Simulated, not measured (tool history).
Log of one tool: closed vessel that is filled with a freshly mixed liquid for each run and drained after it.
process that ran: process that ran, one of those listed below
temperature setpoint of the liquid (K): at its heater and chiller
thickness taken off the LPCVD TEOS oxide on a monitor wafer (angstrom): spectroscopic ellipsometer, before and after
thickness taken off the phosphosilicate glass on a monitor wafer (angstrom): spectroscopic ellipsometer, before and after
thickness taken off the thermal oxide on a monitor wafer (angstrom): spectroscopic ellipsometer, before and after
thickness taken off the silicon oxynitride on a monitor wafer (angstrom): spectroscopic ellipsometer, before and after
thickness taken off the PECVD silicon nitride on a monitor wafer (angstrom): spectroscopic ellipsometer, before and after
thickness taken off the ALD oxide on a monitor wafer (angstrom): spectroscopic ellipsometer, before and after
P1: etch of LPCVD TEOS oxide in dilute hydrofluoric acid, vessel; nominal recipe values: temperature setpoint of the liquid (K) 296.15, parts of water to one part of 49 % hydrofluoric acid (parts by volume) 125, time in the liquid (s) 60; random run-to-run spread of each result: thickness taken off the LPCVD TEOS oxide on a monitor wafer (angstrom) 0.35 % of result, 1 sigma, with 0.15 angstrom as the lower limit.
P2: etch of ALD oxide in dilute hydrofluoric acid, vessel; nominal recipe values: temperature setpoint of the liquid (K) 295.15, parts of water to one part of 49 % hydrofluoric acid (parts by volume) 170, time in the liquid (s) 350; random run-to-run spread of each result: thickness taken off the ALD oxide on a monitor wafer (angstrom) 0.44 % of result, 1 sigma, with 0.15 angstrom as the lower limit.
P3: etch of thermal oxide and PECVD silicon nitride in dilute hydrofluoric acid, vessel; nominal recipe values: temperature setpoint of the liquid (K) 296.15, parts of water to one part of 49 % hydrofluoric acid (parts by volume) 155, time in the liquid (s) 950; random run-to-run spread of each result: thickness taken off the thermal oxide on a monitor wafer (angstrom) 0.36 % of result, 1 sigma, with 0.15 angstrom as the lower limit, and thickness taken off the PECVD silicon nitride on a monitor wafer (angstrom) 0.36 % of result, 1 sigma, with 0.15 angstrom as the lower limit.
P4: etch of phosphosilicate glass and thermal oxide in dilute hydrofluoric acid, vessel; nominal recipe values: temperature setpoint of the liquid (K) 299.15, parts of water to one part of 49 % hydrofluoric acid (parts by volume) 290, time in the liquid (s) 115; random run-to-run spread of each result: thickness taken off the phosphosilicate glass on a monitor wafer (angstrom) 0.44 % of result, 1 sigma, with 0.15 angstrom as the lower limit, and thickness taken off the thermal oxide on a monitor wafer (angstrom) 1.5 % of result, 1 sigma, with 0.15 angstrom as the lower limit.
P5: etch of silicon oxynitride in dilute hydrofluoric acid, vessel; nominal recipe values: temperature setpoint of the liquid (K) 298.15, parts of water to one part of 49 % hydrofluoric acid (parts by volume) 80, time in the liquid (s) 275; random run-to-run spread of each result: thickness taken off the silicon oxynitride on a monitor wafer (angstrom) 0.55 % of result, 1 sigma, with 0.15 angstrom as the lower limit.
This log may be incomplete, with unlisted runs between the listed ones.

run	hour	process that ran	temperature setpoint of the liquid (K)	parts of water to one part of 49 % hydrofluoric acid (parts by volume)	time in the liquid (s)	hours since the thermometer was replaced	hours since the hydrofluoric acid flow meter was replaced	thickness taken off the LPCVD TEOS oxide on a monitor wafer (angstrom)	thickness taken off the phosphosilicate glass on a monitor wafer (angstrom)	thickness taken off the thermal oxide on a monitor wafer (angstrom)	thickness taken off the silicon oxynitride on a monitor wafer (angstrom)	thickness taken off the PECVD silicon nitride on a monitor wafer (angstrom)	thickness taken off the ALD oxide on a monitor wafer (angstrom)
1	8.3	P1	296.15	125	60	786.7	295.5	130.500					
2	18.1	P4	299.15	105	115	796.5	305.3		1329.20	58.4580			
3	25.6	P5	298.15	80	275	804.0	312.8				54.9730		
4	38.8	P1	290.65	125	60	817.2	326.0	104.290					
5	51.8	P1	296.15	125	60	830.2	339.0	130.580					
6	58.4	P3	296.15	155	1800	836.8	345.6			497.5200		528.59	
7	67.4	P5	298.15	80	30	845.8	354.6				5.5923		
8	80.9	P1	296.15	170	60	859.3	368.1	91.693					
9	87.4	P5	305.65	80	275	865.8	374.6				77.7600		
10	100.7	P1	304.65	125	60	879.1	387.9	180.910					
11	110.4	P1	296.15	30	100	888.8	397.6	1023.600					
12	121.6	P2	295.15	65	350	900.0	408.8						755.11
13	130.5	P3	296.15	155	950	908.9	417.7			261.0700		280.85	
14	141.0	P5	298.15	45	275	919.4	428.2				101.0900		
15	150.9	P3	290.15	155	950	929.3	438.1			207.6400		187.02	
16	160.9	P1	296.15	125	60	939.3	448.1	131.300					
17	173.0	P2	295.15	170	600	951.4	460.2						441.06
18	186.6	P1	296.15	125	60	965.0	473.8	130.640					
19	192.5	P1	296.15	125	60	970.9	479.7	130.460					
20	202.1	P1	296.15	125	100	980.5	489.3	217.660					
21	210.8	P2	295.15	170	350	989.2	498.0						255.89
22	223.4	P3	296.15	155	950	1001.8	510.6			263.3700		278.94	
23	231.9	P2	295.15	170	350	1010.3	519.1						256.75
24	244.7	P1	292.15	200	60	1023.1	531.9	64.751					
25	257.9	P1	296.15	125	60	1036.3	545.1	131.280					
26	268.2	P1	296.15	125	30	1046.6	555.4	64.770					
27	275.4	P2	300.65	170	350	1053.8	562.6						316.55
# hour 286.2: thermometer replaced
28	287.1	P4	299.15	290	115	0.9	574.3		391.44	17.2140			
29	293.2	P3	296.15	270	950	7.0	580.4			133.3000		163.31	
30	303.6	P4	299.15	290	30	17.4	590.8		101.86	4.1413			
31	316.0	P1	296.15	60	60	29.8	603.2	295.470					
32	325.9	P4	291.65	290	115	39.7	613.1		302.33	12.9910			
33	332.2	P1	296.15	125	60	46.0	619.4	131.490					
34	339.1	P1	296.15	125	60	52.9	626.3	132.850					
35	352.2	P1	296.15	125	60	66.0	639.4	135.460					
36	363.9	P1	296.15	125	60	77.7	651.1	138.220					
37	371.1	P1	296.15	125	60	84.9	658.3	138.270					
38	381.4	P1	296.15	125	60	95.2	668.6	139.390					
39	390.8	P1	296.15	125	60	104.6	678.0	138.960					
40	401.9	P1	296.15	125	60	115.7	689.1	138.710					
41	410.9	P1	296.15	125	60	124.7	698.1	138.250					
42	424.3	P1	296.15	125	60	138.1	711.5	139.430					

Compared with where it was, what P1 gives has crept away. Each cause listed below fits the log as well as the rest, at the size given for it:
A: liquid hotter than its thermometer reads (K) = 1.6
B: hydrofluoric acid flow above the setpoint (%) = 5.61
The process output started creeping at around hour 332.2.

Which of the 4 check runs listed below separates the causes, so that each cause would produce a clearly different result? Each run uses one wafer, and its results are marked with question marks.
check 1	437.7	P4	293.65	155	115				?	?			
check 2	437.7	P3	290.65	155	950					?		?	
check 3	437.7	P5	302.15	80	145						?		
check 4	437.7	P2	295.15	85	350								?

Expected result of each check under each candidate cause:
check	result	if A	if B
check 1	thickness taken off the phosphosilicate glass on a monitor wafer (angstrom)	734.70	735.12
check 1	thickness taken off the thermal oxide on a monitor wafer (angstrom)	31.9930	32.0110
check 2	thickness taken off the thermal oxide on a monitor wafer (angstrom)	225.2400	224.8000
check 2	thickness taken off the PECVD silicon nitride on a monitor wafer (angstrom)	215.78	204.10
check 3	thickness taken off the silicon oxynitride on a monitor wafer (angstrom)	37.5960	37.0720
check 4	thickness taken off the ALD oxide on a monitor wafer (angstrom)	601.60	598.79
Smallest distance between any two causes, each pair judged by its most separating result, in per cent: check 1 0.06 %; check 2 5.56 %; check 3 1.41 %; check 4 0.47 %
Check 2 distinguishes between the causes, while the remaining checks would return nearly the same result for all of them.

Running check 2 produced the following: thickness taken off the thermal oxide on a monitor wafer (angstrom) 223.9300; thickness taken off the PECVD silicon nitride on a monitor wafer (angstrom) 204.06. Which one of the listed causes fits?

B is the cause: hydrofluoric acid flow above the setpoint (%).

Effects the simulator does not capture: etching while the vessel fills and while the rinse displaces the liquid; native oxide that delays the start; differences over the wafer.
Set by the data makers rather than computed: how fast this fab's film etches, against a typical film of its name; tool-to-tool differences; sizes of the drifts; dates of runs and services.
